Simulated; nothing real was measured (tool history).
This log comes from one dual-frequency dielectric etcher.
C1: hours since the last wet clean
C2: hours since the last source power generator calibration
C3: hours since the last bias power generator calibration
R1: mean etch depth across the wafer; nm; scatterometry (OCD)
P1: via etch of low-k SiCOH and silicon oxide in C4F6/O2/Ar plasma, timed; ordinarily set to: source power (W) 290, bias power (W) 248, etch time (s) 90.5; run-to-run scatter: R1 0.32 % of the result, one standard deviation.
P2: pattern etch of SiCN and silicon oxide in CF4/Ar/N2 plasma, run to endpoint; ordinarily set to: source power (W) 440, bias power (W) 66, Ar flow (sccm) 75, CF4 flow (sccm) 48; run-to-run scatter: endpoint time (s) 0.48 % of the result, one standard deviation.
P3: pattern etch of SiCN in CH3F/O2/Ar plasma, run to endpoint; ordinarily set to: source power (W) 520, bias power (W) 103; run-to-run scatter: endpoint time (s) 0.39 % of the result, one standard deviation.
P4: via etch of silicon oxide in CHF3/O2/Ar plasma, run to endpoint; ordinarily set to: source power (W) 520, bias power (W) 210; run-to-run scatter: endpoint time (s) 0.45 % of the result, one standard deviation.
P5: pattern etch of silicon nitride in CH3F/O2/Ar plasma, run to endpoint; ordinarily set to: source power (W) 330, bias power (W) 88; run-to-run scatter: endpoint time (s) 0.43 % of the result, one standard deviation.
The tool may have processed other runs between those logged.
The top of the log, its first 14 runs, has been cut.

{"run": 15, "hour": 78.7, "process that ran": "P5", "source power (W)": 250, "bias power (W)": 88, "C1": 309.8, "C2": 790.7, "C3": 2313.5, "endpoint time (s)": 73.479}
{"run": 16, "hour": 84.9, "process that ran": "P3", "source power (W)": 680, "bias power (W)": 103, "C1": 316, "C2": 796.9, "C3": 2319.7, "endpoint time (s)": 22.115}
{"run": 17, "hour": 88.9, "process that ran": "P4", "source power (W)": 390, "bias power (W)": 210, "C1": 320, "C2": 800.9, "C3": 2323.7, "endpoint time (s)": 465.4}
{"run": 18, "hour": 94.8, "process that ran": "P1", "source power (W)": 290, "bias power (W)": 248, "etch time (s)": 134, "C1": 325.9, "C2": 806.8, "C3": 2329.6, "R1": 358.01}
{"run": 19, "hour": 98.8, "process that ran": "P2", "source power (W)": 440, "bias power (W)": 66, "Ar flow (sccm)": 52, "CF4 flow (sccm)": 48, "C1": 329.9, "C2": 810.8, "C3": 2333.6, "endpoint time (s)": 13.412}
{"run": 20, "hour": 102.7, "process that ran": "P5", "source power (W)": 330, "bias power (W)": 88, "C1": 333.8, "C2": 814.7, "C3": 2337.5, "endpoint time (s)": 65.584}
{"run": 21, "hour": 109.5, "process that ran": "P2", "source power (W)": 440, "bias power (W)": 87, "Ar flow (sccm)": 75, "CF4 flow (sccm)": 48, "C1": 340.6, "C2": 821.5, "C3": 2344.3, "endpoint time (s)": 13.068}
{"run": 22, "hour": 113.7, "process that ran": "P2", "source power (W)": 440, "bias power (W)": 66, "Ar flow (sccm)": 75, "CF4 flow (sccm)": 48, "C1": 344.8, "C2": 825.7, "C3": 2348.5, "endpoint time (s)": 14.352}
{"run": 23, "hour": 117.0, "process that ran": "P1", "source power (W)": 290, "bias power (W)": 345, "etch time (s)": 90.5, "C1": 348.1, "C2": 829, "C3": 2351.8, "R1": 272.05}
{"run": 24, "hour": 121.7, "process that ran": "P1", "source power (W)": 290, "bias power (W)": 166, "etch time (s)": 90.5, "C1": 352.8, "C2": 833.7, "C3": 2356.5, "R1": 212.26}
{"run": 25, "hour": 126.3, "process that ran": "P1", "source power (W)": 290, "bias power (W)": 248, "etch time (s)": 90.5, "C1": 357.4, "C2": 838.3, "C3": 2361.1, "R1": 243.39}
{"run": 26, "hour": 132.9, "process that ran": "P4", "source power (W)": 520, "bias power (W)": 284, "C1": 364, "C2": 844.9, "C3": 2367.7, "endpoint time (s)": 377.18}
{"run": 27, "hour": 136.7, "process that ran": "P1", "source power (W)": 290, "bias power (W)": 340, "etch time (s)": 113.5, "C1": 367.8, "C2": 848.7, "C3": 2371.5, "R1": 337.06}
{"run": 28, "hour": 140.9, "process that ran": "P3", "source power (W)": 520, "bias power (W)": 103, "C1": 372, "C2": 852.9, "C3": 2375.7, "endpoint time (s)": 24.454}
{"run": 29, "hour": 146.5, "process that ran": "P1", "source power (W)": 290, "bias power (W)": 248, "etch time (s)": 90.5, "C1": 377.6, "C2": 858.5, "C3": 2381.3, "R1": 241.66}
{"run": 30, "hour": 152.1, "process that ran": "P1", "source power (W)": 290, "bias power (W)": 248, "etch time (s)": 90.5, "C1": 383.2, "C2": 864.1, "C3": 2386.9, "R1": 240.36}

Predict the results of run 31:
{"run": 31, "hour": 159.0, "process that ran": "P1", "source power (W)": 290, "bias power (W)": 248, "etch time (s)": 90.5, "C1": 390.1, "C2": 871, "C3": 2393.8, "R1": "?"}

{"run 31": {"R1": 237.95}}
